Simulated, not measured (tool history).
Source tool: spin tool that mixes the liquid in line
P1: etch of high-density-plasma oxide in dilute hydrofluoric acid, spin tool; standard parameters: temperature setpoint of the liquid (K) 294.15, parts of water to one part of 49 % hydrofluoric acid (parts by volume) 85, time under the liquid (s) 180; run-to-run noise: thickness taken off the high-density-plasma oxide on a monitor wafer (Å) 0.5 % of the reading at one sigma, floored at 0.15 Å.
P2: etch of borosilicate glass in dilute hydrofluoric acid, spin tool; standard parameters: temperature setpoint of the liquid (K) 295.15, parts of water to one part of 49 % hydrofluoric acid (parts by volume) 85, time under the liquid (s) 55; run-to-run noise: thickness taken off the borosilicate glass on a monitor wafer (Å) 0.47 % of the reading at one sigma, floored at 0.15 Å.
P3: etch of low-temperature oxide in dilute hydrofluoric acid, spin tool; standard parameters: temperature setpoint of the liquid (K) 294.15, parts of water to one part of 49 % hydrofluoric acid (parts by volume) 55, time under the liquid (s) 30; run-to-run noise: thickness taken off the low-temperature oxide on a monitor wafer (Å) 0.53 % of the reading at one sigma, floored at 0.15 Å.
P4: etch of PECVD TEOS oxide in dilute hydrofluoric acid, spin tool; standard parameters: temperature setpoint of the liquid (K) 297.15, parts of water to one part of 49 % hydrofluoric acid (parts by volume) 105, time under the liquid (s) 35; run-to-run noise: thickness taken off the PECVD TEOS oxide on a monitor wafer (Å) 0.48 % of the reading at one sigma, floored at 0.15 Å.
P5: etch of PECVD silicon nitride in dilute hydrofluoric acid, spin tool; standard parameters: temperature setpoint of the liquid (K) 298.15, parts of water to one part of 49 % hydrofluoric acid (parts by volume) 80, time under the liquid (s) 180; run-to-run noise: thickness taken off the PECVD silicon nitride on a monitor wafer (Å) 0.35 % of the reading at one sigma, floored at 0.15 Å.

run   hour  process that ran  temperature setpoint of the liquid (K)  parts of water to one part of 49 % hydrofluoric acid (parts by volume)  time under the liquid (s)  hours since the thermometer was replaced  hours since the hydrofluoric acid flow meter was replaced  thickness taken off the high-density-plasma oxide on a monitor wafer (Å)  thickness taken off the PECVD TEOS oxide on a monitor wafer (Å)  thickness taken off the borosilicate glass on a monitor wafer (Å)  thickness taken off the low-temperature oxide on a monitor wafer (Å)  thickness taken off the PECVD silicon nitride on a monitor wafer (Å)
  1    4.7                P1                                  294.15                                                                      85                        180                                       397                                                      454.6                                                                    137.09
  2   10.1                P1                                  290.15                                                                      85                        180                                     402.4                                                        460                                                                    115.71
  3   15.6                P1                                  294.15                                                                      85                        180                                     407.9                                                      465.5                                                                    137.18
  4   18.2                P4                                  290.15                                                                     105                         35                                     410.5                                                      468.1                                                                                                                                     58.485
  5   23.4                P2                                  295.15                                                                      85                         55                                     415.7                                                      473.3                                                                                                                                                                                                        148.59
  6   27.5                P4                                  297.15                                                                     105                         50                                     419.8                                                      477.4                                                                                                                                     112.47
  7   32.5                P3                                  294.15                                                                      55                         30                                     424.8                                                      482.4                                                                                                                                                                                                                                                                              97.228
  8   36.7                P1                                  294.15                                                                      85                        180                                       429                                                      486.6                                                                    137.43
  9   42.4                P1                                  294.15                                                                      85                        180                                     434.7                                                      492.3                                                                    137.18
 10   45.6                P4                                  297.15                                                                      40                         35                                     437.9                                                      495.5                                                                                                                                     223.14
 11   48.8                P5                                  298.15                                                                      80                        180                                     441.1                                                      498.7                                                                                                                                                                                                                                                                                                                                                    110.81
 12   52.8                P1                                  294.15                                                                      40                        180                                     445.1                                                      502.7                                                                    307.08
 13   57.5                P1                                  294.15                                                                      85                        335                                     449.8                                                      507.4                                                                    254.36
 14   61.9                P3                                  294.15                                                                      55                         30                                     454.2                                                      511.8                                                                                                                                                                                                                                                                               98.45
 15   67.3                P2                                  295.15                                                                      85                         55                                     459.6                                                      517.2                                                                                                                                                                                                        147.73
 16   69.8                P5                                  298.15                                                                      80                         40                                     462.1                                                      519.7                                                                                                                                                                                                                                                                                                                                                    24.486
 17     75                P2                                  295.15                                                                      25                         55                                     467.3                                                      524.9                                                                                                                                                                                                        542.24
 18   78.9                P4                                  297.15                                                                     105                         35                                     471.2                                                      528.8                                                                                                                                     78.774
 19   84.3                P1                                  299.15                                                                      85                        180                                     476.6                                                      534.2                                                                    166.91
 20   88.5                P2                                  295.15                                                                      85                         15                                     480.8                                                      538.4                                                                                                                                                                                                        40.894
 21   93.4                P1                                  294.15                                                                     150                        180                                     485.7                                                      543.3                                                                    72.414
 22   96.8                P3                                  294.15                                                                      20                         30                                     489.1                                                      546.7                                                                                                                                                                                                                                                                              279.62
 23  102.3                P5                                  298.15                                                                     125                        180                                     494.6                                                      552.2                                                                                                                                                                                                                                                                                                                                                    71.284
 24  104.8                P1                                  294.15                                                                      85                        100                                     497.1                                                      554.7                                                                    75.518
 25  108.3                P5                                  303.65                                                                      80                        180                                     500.6                                                      558.2                                                                                                                                                                                                                                                                                                                                                    158.48
 26  112.1                P1                                  294.15                                                                      85                        180                                     504.4                                                        562                                                                     136.6
 27  117.2                P1                                  294.15                                                                      25                        105                                     509.5                                                      567.1                                                                    293.83
 28  122.8                P3                                  294.15                                                                      55                         55                                     515.1                                                      572.7                                                                                                                                                                                                                                                                              177.58
 29  127.6                P2                                  290.65                                                                      85                         55                                     519.9                                                      577.5                                                                                                                                                                                                        122.65
 30  131.7                P3                                  290.15                                                                      55                         30                                       524                                                      581.6                                                                                                                                                                                                                                                                              82.209
 31  135.6                P1                                  290.15                                                                      85                        255                                     527.9                                                      585.5                                                                    162.97
 32  140.1                P1                                  294.15                                                                      85                        180                                     532.4                                                        590                                                                    137.72
 33  144.2                P1                                  294.15                                                                      85                        180                                     536.5                                                      594.1                                                                     134.8
 34  147.9                P1                                  294.15                                                                      85                        180                                     540.2                                                      597.8                                                                    132.34
 35  151.4                P1                                  294.15                                                                      85                        180                                     543.7                                                      601.3                                                                    131.23
 36  155.7                P1                                  294.15                                                                      85                        180                                       548                                                      605.6                                                                    129.83
 37  159.3                P1                                  294.15                                                                      85                        180                                     551.6                                                      609.2                                                                    128.85
 38  163.5                P1                                  294.15                                                                      85                        180                                     555.8                                                      613.4                                                                     129.3
 39  167.2                P1                                  294.15                                                                      85                        180                                     559.5                                                      617.1                                                                     129.6
 40  172.8                P1                                  294.15                                                                      85                        180                                     565.1                                                      622.7                                                                    128.43
 41  177.9                P1                                  294.15                                                                      85                        180                                     570.2                                                      627.8                                                                    127.75
 42  183.6                P1                                  294.15                                                                      85                        180                                     575.9                                                      633.5                                                                    128.95
 43  186.2                P1                                  294.15                                                                      85                        180                                     578.5                                                      636.1                                                                    128.25

Compared with where it was, what P1 gives has crept away. Each cause listed below fits the log as well as the rest, at the size given for it:
A: hydrofluoric acid flow below the setpoint (%) = 6.01
B: liquid colder than its thermometer reads (K) = 1.65
The drift started at roughly hour 140.1.

Question marks stand in for the results of the 4 check runs listed below, each run on one wafer. Under which run would the listed causes show clearly different results?
check 1  188.8                P5                                  298.15                                                                      80                        115                                                                                                                                                                                                                                                                                                                                                                                                                                                              ?
check 2  188.8                P4                                  290.15                                                                      55                         35                                                                                                                                                                                                                                               ?
check 3  188.8                P3                                  294.15                                                                      20                         45                                                                                                                                                                                                                                                                                                                                                                                        ?
check 4  188.8                P2                                  295.15                                                                      30                         55                                                                                                                                                                                                                                                                                                                  ?

If the cause were each of the candidates in turn, the checks would give the following:
  check                                                                result    if A    if B
check 1  thickness taken off the PECVD silicon nitride on a monitor wafer (Å)    66.5  63.366
check 2       thickness taken off the PECVD TEOS oxide on a monitor wafer (Å)  111.26  110.59
check 3  thickness taken off the low-temperature oxide on a monitor wafer (Å)  393.46  390.33
check 4     thickness taken off the borosilicate glass on a monitor wafer (Å)  421.91  419.38
Separation of the two closest causes in each check, using whichever result separates them best: check 1 4.83 %; check 2 0.61 %; check 3 0.8 %; check 4 0.6 %
Check 1 is the one run that separates the causes; every other check would come out nearly the same whichever cause is at work.

The results of check 1 are: thickness taken off the PECVD silicon nitride on a monitor wafer (Å) 63.145. Based on these, which of the listed causes is it?

B is the cause: liquid colder than its thermometer reads (K).

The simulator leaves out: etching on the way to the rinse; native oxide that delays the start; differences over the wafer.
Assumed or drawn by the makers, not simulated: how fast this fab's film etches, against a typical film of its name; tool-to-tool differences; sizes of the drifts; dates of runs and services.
